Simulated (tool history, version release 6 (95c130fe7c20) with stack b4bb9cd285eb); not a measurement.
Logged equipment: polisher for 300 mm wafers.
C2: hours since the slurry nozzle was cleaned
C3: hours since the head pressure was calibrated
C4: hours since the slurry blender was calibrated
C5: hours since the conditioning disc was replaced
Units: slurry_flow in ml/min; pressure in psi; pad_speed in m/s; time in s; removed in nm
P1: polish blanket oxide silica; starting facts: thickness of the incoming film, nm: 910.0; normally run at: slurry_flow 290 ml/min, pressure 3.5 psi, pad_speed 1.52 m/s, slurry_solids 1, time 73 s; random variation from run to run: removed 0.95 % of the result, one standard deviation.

{"run": 1, "hour": 6.3, "slurry_flow": 290, "pressure": 3.5, "pad_speed": 1.52, "slurry_solids": 1, "time": 73, "wafers polished on this pad": 709, "C2": 543.4, "C3": 419.3, "C4": 208.5, "C5": 291.4, "removed": 245.44}
{"run": 2, "hour": 10.8, "slurry_flow": 175, "pressure": 3.5, "pad_speed": 1.52, "slurry_solids": 1, "time": 73, "wafers polished on this pad": 745, "C2": 547.9, "C3": 423.8, "C4": 213, "C5": 295.9, "removed": 235.83}
{"run": 3, "hour": 14.4, "slurry_flow": 290, "pressure": 3.5, "pad_speed": 1.52, "slurry_solids": 1, "time": 73, "wafers polished on this pad": 774, "C2": 551.5, "C3": 427.4, "C4": 216.6, "C5": 299.5, "removed": 248.73}
{"run": 4, "hour": 20.5, "slurry_flow": 290, "pressure": 3.5, "pad_speed": 1.52, "slurry_solids": 1, "time": 73, "wafers polished on this pad": 824, "C2": 557.6, "C3": 433.5, "C4": 222.7, "C5": 305.6, "removed": 250.18}
{"hour": 23.7, "done": "slurry blender recalibrated"}
{"run": 5, "hour": 23.9, "slurry_flow": 290, "pressure": 1.7, "pad_speed": 1.52, "slurry_solids": 1, "time": 73, "wafers polished on this pad": 851, "C2": 561, "C3": 436.9, "C4": 0.2, "C5": 309, "removed": 118.67}
{"run": 6, "hour": 27.9, "slurry_flow": 290, "pressure": 3.5, "pad_speed": 1.52, "slurry_solids": 1, "time": 73, "wafers polished on this pad": 884, "C2": 565, "C3": 440.9, "C4": 4.2, "C5": 313, "removed": 245.29}
{"run": 7, "hour": 31.1, "slurry_flow": 290, "pressure": 1.6, "pad_speed": 2.38, "slurry_solids": 1, "time": 73, "wafers polished on this pad": 910, "C2": 568.2, "C3": 444.1, "C4": 7.4, "C5": 316.2, "removed": 162.36}
{"run": 8, "hour": 37.6, "slurry_flow": 290, "pressure": 3.5, "pad_speed": 1.52, "slurry_solids": 1, "time": 33, "wafers polished on this pad": 963, "C2": 574.7, "C3": 450.6, "C4": 13.9, "C5": 322.7, "removed": 112.92}
{"run": 9, "hour": 44.3, "slurry_flow": 290, "pressure": 3.5, "pad_speed": 1.52, "slurry_solids": 1, "time": 93, "wafers polished on this pad": 1017, "C2": 581.4, "C3": 457.3, "C4": 20.6, "C5": 329.4, "removed": 314.24}
{"run": 10, "hour": 49.0, "slurry_flow": 290, "pressure": 5.1, "pad_speed": 1.52, "slurry_solids": 1, "time": 73, "wafers polished on this pad": 1055, "C2": 586.1, "C3": 462, "C4": 25.3, "C5": 334.1, "removed": 363.39}
{"run": 11, "hour": 53.2, "slurry_flow": 290, "pressure": 3.5, "pad_speed": 2.38, "slurry_solids": 1, "time": 73, "wafers polished on this pad": 1089, "C2": 590.3, "C3": 466.2, "C4": 29.5, "C5": 338.3, "removed": 352.67}
{"run": 12, "hour": 56.5, "slurry_flow": 290, "pressure": 3.5, "pad_speed": 1.52, "slurry_solids": 1, "time": 73, "wafers polished on this pad": 1116, "C2": 593.6, "C3": 469.5, "C4": 32.8, "C5": 341.6, "removed": 246.42}
{"hour": 57.1, "done": "slurry nozzle cleaned"}
{"run": 13, "hour": 60.8, "slurry_flow": 290, "pressure": 3.5, "pad_speed": 1.52, "slurry_solids": 1.25, "time": 73, "wafers polished on this pad": 1151, "C2": 3.8, "C3": 473.8, "C4": 37.1, "C5": 345.9, "removed": 275.08}
{"run": 14, "hour": 66.6, "slurry_flow": 455, "pressure": 3.5, "pad_speed": 1.52, "slurry_solids": 1, "time": 73, "wafers polished on this pad": 1198, "C2": 9.6, "C3": 479.6, "C4": 42.9, "C5": 351.7, "removed": 257.51}
{"run": 15, "hour": 71.8, "slurry_flow": 290, "pressure": 3.5, "pad_speed": 0.82, "slurry_solids": 1, "time": 73, "wafers polished on this pad": 1240, "C2": 14.8, "C3": 484.8, "C4": 48.1, "C5": 356.9, "removed": 154.36}
{"run": 16, "hour": 77.1, "slurry_flow": 290, "pressure": 3.5, "pad_speed": 1.52, "slurry_solids": 0.5, "time": 73, "wafers polished on this pad": 1283, "C2": 20.1, "C3": 490.1, "C4": 53.4, "C5": 362.2, "removed": 168.83}
{"run": 17, "hour": 81.7, "slurry_flow": 290, "pressure": 3.5, "pad_speed": 1.52, "slurry_solids": 1, "time": 73, "wafers polished on this pad": 1320, "C2": 24.7, "C3": 494.7, "C4": 58, "C5": 366.8, "removed": 244.06}
{"run": 18, "hour": 84.9, "slurry_flow": 290, "pressure": 3.5, "pad_speed": 1.52, "slurry_solids": 1, "time": 73, "wafers polished on this pad": 1346, "C2": 27.9, "C3": 497.9, "C4": 61.2, "C5": 370, "removed": 243.98}
{"run": 19, "hour": 91.4, "slurry_flow": 290, "pressure": 3.5, "pad_speed": 1.52, "slurry_solids": 1, "time": 73, "wafers polished on this pad": 1399, "C2": 34.4, "C3": 504.4, "C4": 67.7, "C5": 376.5, "removed": 228.07}
{"run": 20, "hour": 96.6, "slurry_flow": 290, "pressure": 3.5, "pad_speed": 1.52, "slurry_solids": 1, "time": 73, "wafers polished on this pad": 1441, "C2": 39.6, "C3": 509.6, "C4": 72.9, "C5": 381.7, "removed": 226.58}
{"run": 21, "hour": 99.7, "slurry_flow": 290, "pressure": 3.5, "pad_speed": 1.52, "slurry_solids": 1, "time": 73, "wafers polished on this pad": 1466, "C2": 42.7, "C3": 512.7, "C4": 76, "C5": 384.8, "removed": 225.01}
{"run": 22, "hour": 103.1, "slurry_flow": 290, "pressure": 3.5, "pad_speed": 1.52, "slurry_solids": 1, "time": 73, "wafers polished on this pad": 1494, "C2": 46.1, "C3": 516.1, "C4": 79.4, "C5": 388.2, "removed": 219.81}
{"hour": 104.4, "done": "conditioning disc replaced and pad reconditioned"}
{"hour": 106.0, "done": "head pressure recalibrated"}
{"run": 23, "hour": 106.6, "slurry_flow": 290, "pressure": 3.5, "pad_speed": 1.52, "slurry_solids": 1, "time": 73, "wafers polished on this pad": 1522, "C2": 49.6, "C3": 0.6, "C4": 82.9, "C5": 2.3, "removed": 218.62}
{"run": 24, "hour": 112.6, "slurry_flow": 290, "pressure": 3.5, "pad_speed": 1.52, "slurry_solids": 1, "time": 73, "wafers polished on this pad": 1571, "C2": 55.6, "C3": 6.6, "C4": 88.9, "C5": 8.3, "removed": 216.46}
{"run": 25, "hour": 119.1, "slurry_flow": 290, "pressure": 3.5, "pad_speed": 1.52, "slurry_solids": 1, "time": 73, "wafers polished on this pad": 1624, "C2": 62.1, "C3": 13.1, "C4": 95.4, "C5": 14.8, "removed": 214.89}
{"run": 26, "hour": 122.5, "slurry_flow": 290, "pressure": 3.5, "pad_speed": 1.52, "slurry_solids": 1, "time": 73, "wafers polished on this pad": 1651, "C2": 65.5, "C3": 16.5, "C4": 98.8, "C5": 18.2, "removed": 216.5}
{"run": 27, "hour": 126.5, "slurry_flow": 290, "pressure": 3.5, "pad_speed": 1.52, "slurry_solids": 1, "time": 73, "wafers polished on this pad": 1684, "C2": 69.5, "C3": 20.5, "C4": 102.8, "C5": 22.2, "removed": 215.14}

P1 no longer gives what it gave before; its output has crept away from where it was. The following 2 causes, each at its listed size, fit the log equally well:
A: abrasive missing from the slurry, % = 24.1
B: removal rate lost through wear of the pad, % = 12.6
The process output started creeping at around hour 81.7.
Why every other cause is out:
slurry flow missing at the pad, %: at most 40, giving a -5.9 % change in removed: too small, or against the direction of the creep
head's pressure below its setpoint, %: was serviced at hour 106, once the creep was under way, yet the earlier output never came back
time polished since the conditioner stopped cutting, s: was serviced at hour 104.4, once the creep was under way, yet the earlier output never came back

Which of the 4 check runs listed below, each an average over 5 wafers with its results shown as question marks, gives clearly different results under the different listed causes?
{"run": "check 1", "hour": 130.5, "slurry_flow": 290, "pressure": 3.5, "pad_speed": 1.52, "slurry_solids": 0.6, "time": 73, "removed": "?"}
{"run": "check 2", "hour": 130.5, "slurry_flow": 440, "pressure": 3.5, "pad_speed": 1.52, "slurry_solids": 1, "time": 73, "removed": "?"}
{"run": "check 3", "hour": 130.5, "slurry_flow": 290, "pressure": 3.5, "pad_speed": 2.2, "slurry_solids": 1, "time": 50, "removed": "?"}
{"run": "check 4", "hour": 130.5, "slurry_flow": 290, "pressure": 3.5, "pad_speed": 1.18, "slurry_solids": 1, "time": 57, "removed": "?"}

What each check would give under each cause:
check=check_1 result=removed if_A=160.6 if_B=166.27
check=check_2 result=removed if_A=223.64 if_B=223.67
check=check_3 result=removed if_A=199.44 if_B=199.47
check=check_4 result=removed if_A=138.13 if_B=138.15
Gap, in per cent, between the two causes that each check separates least, read from the result that separates them most: check 1 3.47 %; check 2 0.01 %; check 3 0.01 %; check 4 0.01 %
The causes can be told apart only by check 1. The other checks would give nearly the same results under each of them.

Running check 1 produced the following: removed 166.5 nm. Which one of the listed causes fits?

B is the cause: removal rate lost through wear of the pad, %.

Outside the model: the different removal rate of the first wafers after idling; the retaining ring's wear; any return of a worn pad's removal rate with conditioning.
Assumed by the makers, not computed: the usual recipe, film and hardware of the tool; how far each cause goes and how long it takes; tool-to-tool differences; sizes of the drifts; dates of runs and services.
